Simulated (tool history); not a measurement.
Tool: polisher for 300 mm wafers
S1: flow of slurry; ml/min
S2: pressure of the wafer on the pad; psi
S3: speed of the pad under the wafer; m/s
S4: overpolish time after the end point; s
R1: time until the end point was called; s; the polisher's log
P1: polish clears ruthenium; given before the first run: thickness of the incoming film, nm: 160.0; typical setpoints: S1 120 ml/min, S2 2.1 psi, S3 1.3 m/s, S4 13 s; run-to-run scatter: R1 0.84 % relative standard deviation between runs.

run	hour	S1	S2	S3	S4	R1
1	11.3	120	2.1	1.3	13	111.49
# hour 20.8: slurry nozzle cleaned
2	21.2	120	2.1	0.64	13	228.12
# hour 26.9: head pressure recalibrated
3	30.6	120	2.1	1.3	4	112.16
4	43.4	120	2.1	1.3	23	112.25
5	51.8	120	1	1.3	13	235.13
6	64.1	120	2.1	1.3	13	110.9
7	77.8	120	2.1	1.3	13	112.72
8	90	120	2.9	1.86	13	57.264
9	98.4	120	2.1	2.04	13	70.922
10	106	120	2.7	1.3	13	87.346
11	112.4	70	2.1	1.3	13	127.94
12	120.3	120	2.1	1.3	13	109.14
13	132.9	150	2.1	1.3	13	105.41
14	142.3	120	2.1	1.3	13	111.97

Run 15 comes next. What will it give?
15	150.3	120	2.1	1.3	13	?

Run 15 produced R1 116.33 s.
